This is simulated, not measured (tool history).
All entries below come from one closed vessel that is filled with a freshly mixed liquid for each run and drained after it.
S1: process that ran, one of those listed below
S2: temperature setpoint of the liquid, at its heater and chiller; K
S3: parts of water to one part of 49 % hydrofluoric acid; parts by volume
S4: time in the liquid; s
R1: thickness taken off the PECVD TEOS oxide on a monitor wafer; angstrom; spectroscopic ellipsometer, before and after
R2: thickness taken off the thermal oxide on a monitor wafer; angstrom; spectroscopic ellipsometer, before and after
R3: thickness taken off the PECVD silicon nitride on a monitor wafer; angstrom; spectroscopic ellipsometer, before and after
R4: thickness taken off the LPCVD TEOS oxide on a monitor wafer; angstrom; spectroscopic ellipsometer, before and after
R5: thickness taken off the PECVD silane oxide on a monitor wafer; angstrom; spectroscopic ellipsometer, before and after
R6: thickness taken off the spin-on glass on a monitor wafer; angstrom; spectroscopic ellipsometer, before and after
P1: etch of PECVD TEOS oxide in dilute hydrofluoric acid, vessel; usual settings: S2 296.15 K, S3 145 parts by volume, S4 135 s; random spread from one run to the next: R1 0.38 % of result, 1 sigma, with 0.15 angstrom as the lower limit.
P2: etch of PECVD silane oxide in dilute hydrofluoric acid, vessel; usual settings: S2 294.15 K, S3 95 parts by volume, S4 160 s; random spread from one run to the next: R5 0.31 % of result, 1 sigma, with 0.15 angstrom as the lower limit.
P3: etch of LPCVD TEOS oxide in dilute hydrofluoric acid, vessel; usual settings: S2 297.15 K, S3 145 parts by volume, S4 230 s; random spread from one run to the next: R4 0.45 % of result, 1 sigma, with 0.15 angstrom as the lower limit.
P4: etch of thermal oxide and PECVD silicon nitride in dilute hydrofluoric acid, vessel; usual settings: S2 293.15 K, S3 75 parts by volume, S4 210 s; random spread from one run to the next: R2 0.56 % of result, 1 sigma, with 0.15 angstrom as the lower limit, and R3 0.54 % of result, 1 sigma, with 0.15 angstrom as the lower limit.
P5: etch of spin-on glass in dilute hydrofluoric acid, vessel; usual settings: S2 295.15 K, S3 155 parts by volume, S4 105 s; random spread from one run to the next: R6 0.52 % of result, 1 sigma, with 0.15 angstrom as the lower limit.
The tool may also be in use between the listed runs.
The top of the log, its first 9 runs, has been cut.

| run | day | S1 | S2 | S3 | S4 | R1 | R2 | R3 | R4 | R5 | R6 |
|---|---|---|---|---|---|---|---|---|---|---|---|
| 10 | 3.650 | P4 | 293.15 | 75 | 210 |  | 112.400 | 53.513 |  |  |  |
| 11 | 4.075 | P1 | 296.15 | 145 | 135 | 89.577 |  |  |  |  |  |
| 12 | 4.354 | P1 | 296.15 | 245 | 135 | 47.186 |  |  |  |  |  |
| 13 | 4.712 | P1 | 296.15 | 145 | 135 | 89.093 |  |  |  |  |  |
| 14 | 5.204 | P1 | 290.15 | 145 | 135 | 70.594 |  |  |  |  |  |
| 15 | 5.467 | P2 | 294.15 | 95 | 160 |  |  |  |  | 270.75 |  |
| 16 | 5.821 | P2 | 299.15 | 95 | 160 |  |  |  |  | 329.76 |  |
| 17 | 6.254 | P1 | 296.15 | 145 | 195 | 128.580 |  |  |  |  |  |
| 18 | 6.629 | P5 | 295.15 | 155 | 105 |  |  |  |  |  | 320.47 |
| 19 | 7.096 | P1 | 296.15 | 145 | 135 | 89.763 |  |  |  |  |  |
| 20 | 7.467 | P3 | 297.15 | 145 | 230 |  |  |  | 430.65 |  |  |
| 21 | 7.788 | P1 | 296.15 | 30 | 135 | 494.050 |  |  |  |  |  |
| 22 | 8.083 | P4 | 290.15 | 75 | 210 |  | 98.112 | 42.992 |  |  |  |

Run 23, settings as shown, results not yet in. Your forecast:
| 23 | 8.558 | P1 | 296.15 | 145 | 45 | ? |  |  |  |  |  |

Run 23 yielded R1 29.654 angstrom.
